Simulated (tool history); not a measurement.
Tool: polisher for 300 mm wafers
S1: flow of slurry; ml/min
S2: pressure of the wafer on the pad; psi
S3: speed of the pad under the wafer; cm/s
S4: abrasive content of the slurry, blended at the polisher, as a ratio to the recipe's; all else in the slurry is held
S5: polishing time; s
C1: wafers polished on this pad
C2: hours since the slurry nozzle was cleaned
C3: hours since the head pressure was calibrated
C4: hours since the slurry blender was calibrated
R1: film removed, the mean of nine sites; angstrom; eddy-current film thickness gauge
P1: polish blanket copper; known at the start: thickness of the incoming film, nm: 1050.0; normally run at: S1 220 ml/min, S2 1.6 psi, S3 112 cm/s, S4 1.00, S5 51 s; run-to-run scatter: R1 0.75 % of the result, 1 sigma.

Run 1, day 0.196: S1 220 ml/min, S2 1.6 psi, S3 112 cm/s, S4 1.00, S5 51 s; C1 542; C2 218.0; C3 189.0; C4 206.5. Result: R1 801.55 angstrom.
Run 2, day 0.354: S1 130 ml/min, S2 1.6 psi, S3 112 cm/s, S4 1.00, S5 51 s; C1 570; C2 221.8; C3 192.8; C4 210.3. Result: R1 738.75 angstrom.
Run 3, day 0.504: S1 220 ml/min, S2 1.6 psi, S3 112 cm/s, S4 1.00, S5 28 s; C1 597; C2 225.4; C3 196.4; C4 213.9. Result: R1 433.67 angstrom.
Run 4, day 0.679: S1 220 ml/min, S2 1.6 psi, S3 112 cm/s, S4 0.50, S5 51 s; C1 628; C2 229.6; C3 200.6; C4 218.1. Result: R1 696.15 angstrom.
Run 5, day 0.812: S1 220 ml/min, S2 1.6 psi, S3 112 cm/s, S4 1.00, S5 75 s; C1 652; C2 232.8; C3 203.8; C4 221.3. Result: R1 1183.90 angstrom.
Run 6, day 0.979: S1 220 ml/min, S2 1.6 psi, S3 62 cm/s, S4 1.00, S5 51 s; C1 682; C2 236.8; C3 207.8; C4 225.3. Result: R1 444.36 angstrom.
Run 7, day 1.158: S1 130 ml/min, S2 1.6 psi, S3 60 cm/s, S4 1.00, S5 51 s; C1 714; C2 241.1; C3 212.1; C4 229.6. Result: R1 394.47 angstrom.
Run 8, day 1.296: S1 220 ml/min, S2 1.6 psi, S3 112 cm/s, S4 1.00, S5 51 s; C1 738; C2 244.4; C3 215.4; C4 232.9. Result: R1 793.57 angstrom.
Run 9, day 1.417: S1 220 ml/min, S2 1.6 psi, S3 112 cm/s, S4 1.00, S5 51 s; C1 760; C2 247.3; C3 218.3; C4 235.8. Result: R1 796.48 angstrom.
Run 10, day 1.633: S1 220 ml/min, S2 1.6 psi, S3 152 cm/s, S4 1.00, S5 51 s; C1 798; C2 252.5; C3 223.5; C4 241.0. Result: R1 1096.50 angstrom.
At day 1.729: slurry nozzle cleaned.
Run 11, day 1.862: S1 220 ml/min, S2 1.1 psi, S3 112 cm/s, S4 1.00, S5 51 s; C1 839; C2 3.3; C3 229.0; C4 246.5. Result: R1 552.20 angstrom.
Run 12, day 1.992: S1 220 ml/min, S2 1.6 psi, S3 112 cm/s, S4 1.35, S5 51 s; C1 862; C2 6.4; C3 232.1; C4 249.6. Result: R1 862.86 angstrom.
Run 13, day 2.183: S1 220 ml/min, S2 1.6 psi, S3 112 cm/s, S4 1.00, S5 51 s; C1 896; C2 11.0; C3 236.7; C4 254.2. Result: R1 791.92 angstrom.
Run 14, day 2.396: S1 220 ml/min, S2 1.6 psi, S3 112 cm/s, S4 1.00, S5 51 s; C1 934; C2 16.1; C3 241.8; C4 259.3. Result: R1 800.55 angstrom.
Run 15, day 2.558: S1 220 ml/min, S2 1.6 psi, S3 112 cm/s, S4 1.00, S5 51 s; C1 963; C2 20.0; C3 245.7; C4 263.2. Result: R1 812.82 angstrom.
Run 16, day 2.779: S1 220 ml/min, S2 2.6 psi, S3 112 cm/s, S4 1.00, S5 51 s; C1 1003; C2 25.3; C3 251.0; C4 268.5. Result: R1 1310.80 angstrom.
Run 17, day 2.921: S1 285 ml/min, S2 1.6 psi, S3 170 cm/s, S4 1.00, S5 51 s; C1 1028; C2 28.7; C3 254.4; C4 271.9. Result: R1 1243.10 angstrom.
Run 18, day 3.129: S1 310 ml/min, S2 1.6 psi, S3 112 cm/s, S4 1.00, S5 51 s; C1 1065; C2 33.7; C3 259.4; C4 276.9. Result: R1 819.36 angstrom.
Run 19, day 3.362: S1 220 ml/min, S2 1.6 psi, S3 112 cm/s, S4 1.00, S5 51 s; C1 1107; C2 39.3; C3 265.0; C4 282.5. Result: R1 796.32 angstrom.
Run 20, day 3.592: S1 220 ml/min, S2 1.6 psi, S3 112 cm/s, S4 1.00, S5 51 s; C1 1147; C2 44.8; C3 270.5; C4 288.0. Result: R1 775.43 angstrom.

Run 21 comes next. What will it give?
Run 21, day 3.762: S1 220 ml/min, S2 1.6 psi, S3 112 cm/s, S4 1.00, S5 51 s; C1 1178; C2 48.9; C3 274.6; C4 292.1. Result: R1 ?.

Run 21 gave R1 769.88 angstrom.
